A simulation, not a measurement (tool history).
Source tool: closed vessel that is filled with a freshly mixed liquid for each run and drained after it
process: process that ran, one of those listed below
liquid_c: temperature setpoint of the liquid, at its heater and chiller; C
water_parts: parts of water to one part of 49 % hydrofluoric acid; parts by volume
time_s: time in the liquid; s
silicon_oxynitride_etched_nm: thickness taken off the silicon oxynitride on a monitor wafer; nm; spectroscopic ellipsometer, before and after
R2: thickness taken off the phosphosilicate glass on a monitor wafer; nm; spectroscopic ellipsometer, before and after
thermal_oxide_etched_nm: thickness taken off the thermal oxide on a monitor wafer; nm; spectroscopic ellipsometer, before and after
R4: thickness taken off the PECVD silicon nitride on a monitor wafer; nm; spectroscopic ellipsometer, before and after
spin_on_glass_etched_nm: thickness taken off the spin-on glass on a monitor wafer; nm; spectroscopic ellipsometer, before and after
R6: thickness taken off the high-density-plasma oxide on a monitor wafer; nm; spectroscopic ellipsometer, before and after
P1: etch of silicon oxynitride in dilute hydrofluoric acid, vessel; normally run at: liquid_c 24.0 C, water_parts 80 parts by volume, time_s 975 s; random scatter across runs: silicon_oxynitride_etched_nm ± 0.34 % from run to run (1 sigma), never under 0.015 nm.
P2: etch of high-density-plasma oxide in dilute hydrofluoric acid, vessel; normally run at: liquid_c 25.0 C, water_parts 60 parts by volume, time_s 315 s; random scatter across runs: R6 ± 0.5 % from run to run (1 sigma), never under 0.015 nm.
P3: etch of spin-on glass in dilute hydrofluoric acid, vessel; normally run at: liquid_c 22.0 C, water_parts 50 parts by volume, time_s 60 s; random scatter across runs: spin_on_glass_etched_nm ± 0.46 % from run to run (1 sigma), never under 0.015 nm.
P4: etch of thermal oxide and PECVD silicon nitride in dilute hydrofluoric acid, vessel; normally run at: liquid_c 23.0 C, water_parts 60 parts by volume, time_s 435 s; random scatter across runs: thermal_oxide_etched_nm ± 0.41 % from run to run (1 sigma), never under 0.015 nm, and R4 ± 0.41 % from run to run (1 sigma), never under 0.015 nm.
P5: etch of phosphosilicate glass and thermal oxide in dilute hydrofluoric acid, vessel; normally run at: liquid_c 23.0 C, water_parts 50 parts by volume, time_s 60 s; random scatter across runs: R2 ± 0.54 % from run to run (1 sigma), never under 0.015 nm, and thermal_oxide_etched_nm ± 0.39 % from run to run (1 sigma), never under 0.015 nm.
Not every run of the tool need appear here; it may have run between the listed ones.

Run 1, hour 7.4: process P1, liquid_c 24.0 C, water_parts 80 parts by volume, time_s 975 s. Result: silicon_oxynitride_etched_nm 59.366 nm.
Run 2, hour 17.3: process P5, liquid_c 23.0 C, water_parts 20 parts by volume, time_s 60 s. Result: R2 359.880 nm, thermal_oxide_etched_nm 14.8040 nm.
Run 3, hour 24.2: process P5, liquid_c 23.0 C, water_parts 50 parts by volume, time_s 60 s. Result: R2 138.490 nm, thermal_oxide_etched_nm 5.6991 nm.
Run 4, hour 34.0: process P4, liquid_c 23.0 C, water_parts 60 parts by volume, time_s 760 s. Result: thermal_oxide_etched_nm 62.4850 nm, R4 36.393 nm.
Run 5, hour 44.2: process P1, liquid_c 24.0 C, water_parts 140 parts by volume, time_s 575 s. Result: silicon_oxynitride_etched_nm 19.261 nm.
Run 6, hour 57.6: process P4, liquid_c 17.0 C, water_parts 60 parts by volume, time_s 435 s. Result: thermal_oxide_etched_nm 27.9850 nm, R4 13.770 nm.
Run 7, hour 66.4: process P1, liquid_c 24.0 C, water_parts 80 parts by volume, time_s 975 s. Result: silicon_oxynitride_etched_nm 59.878 nm.
Run 8, hour 73.3: process P1, liquid_c 24.0 C, water_parts 80 parts by volume, time_s 1780 s. Result: silicon_oxynitride_etched_nm 109.330 nm.
Run 9, hour 86.5: process P4, liquid_c 23.0 C, water_parts 100 parts by volume, time_s 435 s. Result: thermal_oxide_etched_nm 20.3970 nm, R4 12.530 nm.
Run 10, hour 94.2: process P3, liquid_c 22.0 C, water_parts 90 parts by volume, time_s 60 s. Result: spin_on_glass_etched_nm 39.881 nm.
Run 11, hour 102.6: process P1, liquid_c 24.0 C, water_parts 80 parts by volume, time_s 240 s. Result: silicon_oxynitride_etched_nm 14.670 nm.
At hour 106.0: hydrofluoric acid flow meter replaced.
Run 12, hour 112.2: process P1, liquid_c 20.0 C, water_parts 125 parts by volume, time_s 975 s. Result: silicon_oxynitride_etched_nm 30.421 nm.
Run 13, hour 120.7: process P1, liquid_c 24.0 C, water_parts 80 parts by volume, time_s 975 s. Result: silicon_oxynitride_etched_nm 59.758 nm.
Run 14, hour 133.0: process P2, liquid_c 25.0 C, water_parts 60 parts by volume, time_s 315 s. Result: R6 35.843 nm.
Run 15, hour 140.4: process P1, liquid_c 24.0 C, water_parts 80 parts by volume, time_s 975 s. Result: silicon_oxynitride_etched_nm 59.817 nm.
Run 16, hour 150.8: process P2, liquid_c 18.0 C, water_parts 60 parts by volume, time_s 315 s. Result: R6 26.574 nm.
Run 17, hour 164.2: process P4, liquid_c 23.0 C, water_parts 60 parts by volume, time_s 435 s. Result: thermal_oxide_etched_nm 35.7690 nm, R4 20.761 nm.
Run 18, hour 177.6: process P3, liquid_c 22.0 C, water_parts 50 parts by volume, time_s 100 s. Result: spin_on_glass_etched_nm 126.360 nm.
Run 19, hour 190.8: process P3, liquid_c 22.0 C, water_parts 50 parts by volume, time_s 60 s. Result: spin_on_glass_etched_nm 75.178 nm.
Run 20, hour 204.7: process P1, liquid_c 28.5 C, water_parts 80 parts by volume, time_s 975 s. Result: silicon_oxynitride_etched_nm 73.976 nm.
Run 21, hour 216.4: process P1, liquid_c 24.0 C, water_parts 120 parts by volume, time_s 975 s. Result: silicon_oxynitride_etched_nm 38.473 nm.
Run 22, hour 226.7: process P5, liquid_c 27.5 C, water_parts 50 parts by volume, time_s 60 s. Result: R2 165.650 nm, thermal_oxide_etched_nm 6.8208 nm.
Run 23, hour 234.5: process P3, liquid_c 29.5 C, water_parts 50 parts by volume, time_s 60 s. Result: spin_on_glass_etched_nm 102.510 nm.
Run 24, hour 246.4: process P1, liquid_c 24.0 C, water_parts 80 parts by volume, time_s 975 s. Result: silicon_oxynitride_etched_nm 59.482 nm.
Run 25, hour 255.4: process P5, liquid_c 23.0 C, water_parts 50 parts by volume, time_s 30 s. Result: R2 68.479 nm, thermal_oxide_etched_nm 2.8642 nm.
Run 26, hour 262.7: process P2, liquid_c 25.0 C, water_parts 25 parts by volume, time_s 315 s. Result: R6 89.171 nm.

What does the tool deliver on the next run?
Run 27, hour 276.6: process P1, liquid_c 24.0 C, water_parts 30 parts by volume, time_s 975 s. Result: silicon_oxynitride_etched_nm ?.

{"run 27": {"silicon_oxynitride_etched_nm": 165.57}}
